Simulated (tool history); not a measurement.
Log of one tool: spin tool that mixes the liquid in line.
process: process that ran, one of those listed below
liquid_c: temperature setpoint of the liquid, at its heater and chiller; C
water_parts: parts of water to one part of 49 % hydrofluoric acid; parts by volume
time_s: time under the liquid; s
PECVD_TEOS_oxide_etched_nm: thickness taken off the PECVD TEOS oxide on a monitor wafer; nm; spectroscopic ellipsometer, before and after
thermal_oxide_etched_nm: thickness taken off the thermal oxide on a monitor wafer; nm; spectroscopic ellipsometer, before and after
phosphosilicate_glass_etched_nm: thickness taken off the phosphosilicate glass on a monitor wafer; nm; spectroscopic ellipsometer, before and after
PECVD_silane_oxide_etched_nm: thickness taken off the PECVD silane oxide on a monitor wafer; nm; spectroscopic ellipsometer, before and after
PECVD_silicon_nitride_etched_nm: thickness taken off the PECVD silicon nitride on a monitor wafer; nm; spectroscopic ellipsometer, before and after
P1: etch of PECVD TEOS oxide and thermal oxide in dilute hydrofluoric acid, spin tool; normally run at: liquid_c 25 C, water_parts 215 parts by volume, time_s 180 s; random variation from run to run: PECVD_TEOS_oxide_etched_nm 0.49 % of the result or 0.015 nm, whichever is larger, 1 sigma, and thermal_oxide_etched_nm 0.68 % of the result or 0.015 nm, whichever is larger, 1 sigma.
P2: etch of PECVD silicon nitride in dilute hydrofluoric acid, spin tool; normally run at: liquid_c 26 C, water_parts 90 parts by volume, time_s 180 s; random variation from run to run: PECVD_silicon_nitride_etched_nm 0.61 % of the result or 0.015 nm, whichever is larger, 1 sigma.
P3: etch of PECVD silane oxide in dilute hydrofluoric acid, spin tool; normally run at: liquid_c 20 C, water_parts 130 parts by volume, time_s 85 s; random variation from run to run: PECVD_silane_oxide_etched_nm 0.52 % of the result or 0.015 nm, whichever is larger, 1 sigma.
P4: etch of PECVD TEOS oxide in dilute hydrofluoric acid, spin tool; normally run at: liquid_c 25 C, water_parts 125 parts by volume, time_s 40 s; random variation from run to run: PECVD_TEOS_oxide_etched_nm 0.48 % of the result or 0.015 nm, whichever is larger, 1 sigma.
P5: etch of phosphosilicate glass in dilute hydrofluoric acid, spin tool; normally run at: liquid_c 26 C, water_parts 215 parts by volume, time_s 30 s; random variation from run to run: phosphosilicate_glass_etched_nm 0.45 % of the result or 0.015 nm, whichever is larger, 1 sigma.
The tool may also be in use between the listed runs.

run	hour	process	liquid_c	water_parts	time_s	hours since the thermometer was replaced	hours since the hydrofluoric acid flow meter was replaced	PECVD_TEOS_oxide_etched_nm	thermal_oxide_etched_nm	phosphosilicate_glass_etched_nm	PECVD_silane_oxide_etched_nm	PECVD_silicon_nitride_etched_nm
1	15.8	P1	25	215	180	194.7	500.7	10.362	3.6109			
2	25.5	P4	30	125	40	204.4	510.4	9.5883				
3	42.4	P5	26	215	30	221.3	527.3			26.267		
4	53	P3	17	130	85	231.9	537.9				12.534	
5	66.5	P2	26	90	360	245.4	551.4					7.9366
6	74.9	P5	26	215	30	253.8	559.8			26.171		
7	85.2	P1	25	215	70	264.1	570.1	4.0523	1.3566			
8	101.4	P2	26	135	180	280.3	586.3					2.7129
9	114.2	P1	29.5	215	180	293.1	599.1	12.218	4.1684			
10	128	P4	25	125	15	306.9	612.9	2.9327				
11	146.8	P4	25	35	40	325.7	631.7	31.522				
12	161.5	P4	25	125	40	340.4	646.4	7.9555				
13	177.7	P1	25	385	180	356.6	662.6	4.8988	1.6853			
14	187.8	P1	25	215	180	366.7	672.7	10.43	3.5551			
15	205.7	P2	26	90	180	384.6	690.6					3.9934
16	222.5	P3	20	130	85	401.4	707.4				14.203	
17	232.2	P3	20	130	15	411.1	717.1				2.528	
18	242.1	P2	21	90	180	421	727					2.8397
19	254	P1	17	215	180	432.9	738.9	7.6587	2.6387			
20	267.8	P1	25	215	290	446.7	752.7	16.76	5.6956			
21	280.9	P5	26	215	15	459.8	765.8			13.058		
22	291.8	P2	26	90	180	470.7	776.7					4.054
23	308.2	P1	25	215	180	487.1	793.1	10.44	3.607			
24	321.3	P1	25	215	180	500.2	806.2	10.398	3.6093			
25	334.1	P1	25	60	180	513	819	44.859	15.236			
26	343.1	P5	31.5	215	30	522	828			31.802		
27	360.9	P5	26	100	30	539.8	845.8			64.495		
28	379.9	P1	30	125	180	558.8	864.8	24.057	8.2165			
29	391.9	P3	20	235	85	570.8	876.8				7.1254	
30	401.2	P1	25	215	180	580.1	886.1	10.404	3.5609			
31	415.5	P1	25	215	180	594.4	900.4	10.102	3.4417			
32	430.5	P1	25	215	180	609.4	915.4	9.9884	3.3431			
33	446.7	P1	25	215	180	625.6	931.6	9.7968	3.374			
34	455.3	P1	25	215	180	634.2	940.2	9.7274	3.377			
35	466.1	P1	25	215	180	645	951	9.7853	3.3295			
36	474.6	P1	25	215	180	653.5	959.5	9.6514	3.3551			
37	490.3	P1	25	215	180	669.2	975.2	9.7688	3.3089			
38	506.6	P1	25	215	180	685.5	991.5	9.6504	3.2686			
39	520.3	P1	25	215	180	699.2	1005.2	9.5964	3.3284			
40	530.5	P1	25	215	180	709.4	1015.4	9.6263	3.2307			

What P1 gives has crept away from where it was. These 2 causes fit the log equally well, each at the size given:
A: hydrofluoric acid flow below the setpoint (%) = 5.85
B: liquid colder than its thermometer reads (K) = 2.04
The creep began at about hour 401.2.

4 check runs are offered, one wafer each, their results left as question marks. Which one tells the causes apart?
check 1	540.7	P4	25	125	15			?				
check 2	540.7	P5	26	145	30					?		
check 3	540.7	P3	20	230	35						?	
check 4	540.7	P2	26	90	350							?

What each check would give under each cause:
check	result	if A	if B
check 1	PECVD_TEOS_oxide_etched_nm	2.7488	2.7222
check 2	phosphosilicate_glass_etched_nm	39.192	38.942
check 3	PECVD_silane_oxide_etched_nm	2.7835	2.7709
check 4	PECVD_silicon_nitride_etched_nm	7.3378	6.813
How far apart the two closest causes lie, in the result that separates them most: check 1 0.97 %; check 2 0.64 %; check 3 0.45 %; check 4 7.42 %
Only check 4 tells the causes apart: in the others they would give nearly the same result.

Check 4 was then run and gave: PECVD_silicon_nitride_etched_nm 6.8663 nm. Which cause is it?

It is B: liquid colder than its thermometer reads (K).

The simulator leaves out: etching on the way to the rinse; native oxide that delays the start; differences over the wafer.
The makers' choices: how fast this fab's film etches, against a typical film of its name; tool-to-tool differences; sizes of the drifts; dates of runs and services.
